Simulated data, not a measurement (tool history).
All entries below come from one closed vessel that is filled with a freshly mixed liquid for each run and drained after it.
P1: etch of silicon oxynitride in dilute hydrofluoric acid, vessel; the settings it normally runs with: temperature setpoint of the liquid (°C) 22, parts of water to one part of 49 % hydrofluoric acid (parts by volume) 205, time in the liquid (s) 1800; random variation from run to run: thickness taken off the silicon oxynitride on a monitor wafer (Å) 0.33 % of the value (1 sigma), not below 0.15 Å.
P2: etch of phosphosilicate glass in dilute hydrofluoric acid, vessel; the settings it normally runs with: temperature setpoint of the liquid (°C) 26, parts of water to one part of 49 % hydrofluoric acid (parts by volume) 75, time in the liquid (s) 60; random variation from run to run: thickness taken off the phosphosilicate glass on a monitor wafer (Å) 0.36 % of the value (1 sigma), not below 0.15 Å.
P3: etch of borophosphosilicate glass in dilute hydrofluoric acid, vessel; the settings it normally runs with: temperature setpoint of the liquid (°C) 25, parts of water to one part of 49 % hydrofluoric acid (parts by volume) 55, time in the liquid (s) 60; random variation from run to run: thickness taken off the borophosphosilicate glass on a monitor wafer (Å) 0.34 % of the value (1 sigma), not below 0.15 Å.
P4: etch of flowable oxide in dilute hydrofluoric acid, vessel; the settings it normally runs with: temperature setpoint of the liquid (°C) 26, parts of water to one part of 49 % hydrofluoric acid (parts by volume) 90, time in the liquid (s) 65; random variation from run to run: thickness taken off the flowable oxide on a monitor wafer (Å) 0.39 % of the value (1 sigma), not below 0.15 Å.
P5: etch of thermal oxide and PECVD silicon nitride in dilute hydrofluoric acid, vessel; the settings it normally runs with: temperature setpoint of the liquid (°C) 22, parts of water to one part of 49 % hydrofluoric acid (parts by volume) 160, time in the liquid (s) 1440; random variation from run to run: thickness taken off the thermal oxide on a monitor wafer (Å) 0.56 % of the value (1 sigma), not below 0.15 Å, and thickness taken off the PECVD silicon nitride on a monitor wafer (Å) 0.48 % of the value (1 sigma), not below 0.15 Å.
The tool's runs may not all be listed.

run     day  process that ran  temperature setpoint of the liquid (°C)  parts of water to one part of 49 % hydrofluoric acid (parts by volume)  time in the liquid (s)  hours since the thermometer was replaced  hours since the hydrofluoric acid flow meter was replaced  thickness taken off the silicon oxynitride on a monitor wafer (Å)  thickness taken off the borophosphosilicate glass on a monitor wafer (Å)  thickness taken off the flowable oxide on a monitor wafer (Å)  thickness taken off the phosphosilicate glass on a monitor wafer (Å)  thickness taken off the thermal oxide on a monitor wafer (Å)  thickness taken off the PECVD silicon nitride on a monitor wafer (Å)
  1   0.608                P1                                       22                                                                     205                    1800                                    1964.8                                                      941.9                                                             360.24
  2   1.167                P3                                     19.5                                                                      55                      60                                    1978.2                                                      955.3                                                                                                                                       541.85
  3   1.862                P1                                       22                                                                     205                    1800                                    1994.9                                                        972                                                             358.71
  4   2.588                P4                                       26                                                                      20                      65                                    2012.3                                                      989.4                                                                                                                                                                                                        1916
  5   3.025                P1                                       26                                                                     205                    1800                                    2022.8                                                      999.9                                                             428.87
  6   3.596                P4                                       22                                                                      90                      65                                    2036.5                                                     1013.6                                                                                                                                                                                                      331.78
  7   4.358                P2                                       26                                                                      25                      60                                    2054.8                                                     1031.9                                                                                                                                                                                                                                                                            3073.4
  8   5.033                P1                                       28                                                                     205                     515                                      2071                                                     1048.1                                                             133.41
  9   5.571                P2                                       26                                                                      75                     115                                    2083.9                                                       1061                                                                                                                                                                                                                                                                            1841.1
 10   6.042                P4                                       26                                                                      90                     125                                    2095.2                                                     1072.3                                                                                                                                                                                                      745.01
 11   6.458                P1                                       22                                                                     205                    1800                                    2105.2                                                     1082.3                                                             357.85
 12   6.938                P4                                       26                                                                      90                      65                                    2116.7                                                     1093.8                                                                                                                                                                                                      388.18
 13   7.596                P3                                       25                                                                      55                      30                                    2132.5                                                     1109.6                                                                                                                                       338.73
 14   8.192                P1                                     29.5                                                                     120                    1800                                    2146.8                                                     1123.9                                                             914.66
 15   8.621                P5                                       17                                                                     160                    1440                                    2157.1                                                     1134.2                                                                                                                                                                                                                                                                                                                                          309.14                                                                242.27
 16   9.104                P3                                       25                                                                      55                      60                                    2168.7                                                     1145.8                                                                                                                                       679.06
 17   9.771                P1                                       22                                                                     325                    1800                                    2184.7                                                     1161.8                                                             209.31
 18  10.525                P3                                       25                                                                      85                      60                                    2202.8                                                     1179.9                                                                                                                                       423.16
 19  10.962                P5                                       22                                                                      95                    1440                                    2213.3                                                     1190.4                                                                                                                                                                                                                                                                                                                                          677.63                                                                563.31
 20  11.392                P1                                       22                                                                     205                    1800                                    2223.6                                                     1200.7                                                              358.7
 21  11.975                P1                                       22                                                                      80                    1800                                    2237.6                                                     1214.7                                                               1011
 22  12.667                P3                                       25                                                                      55                      60                                    2254.2                                                     1231.3                                                                                                                                       678.59
 23  13.429                P2                                       26                                                                      75                      60                                    2272.5                                                     1249.6                                                                                                                                                                                                                                                                             960.3
 24  13.846                P1                                       22                                                                      55                    2935                                    2282.5                                                     1259.6                                                             2437.4

Forecast run 25:
 25  14.596                P1                                       22                                                                     205                    1800                                    2300.5                                                     1277.6                                                                  ?

thickness taken off the silicon oxynitride on a monitor wafer (Å): 359.53
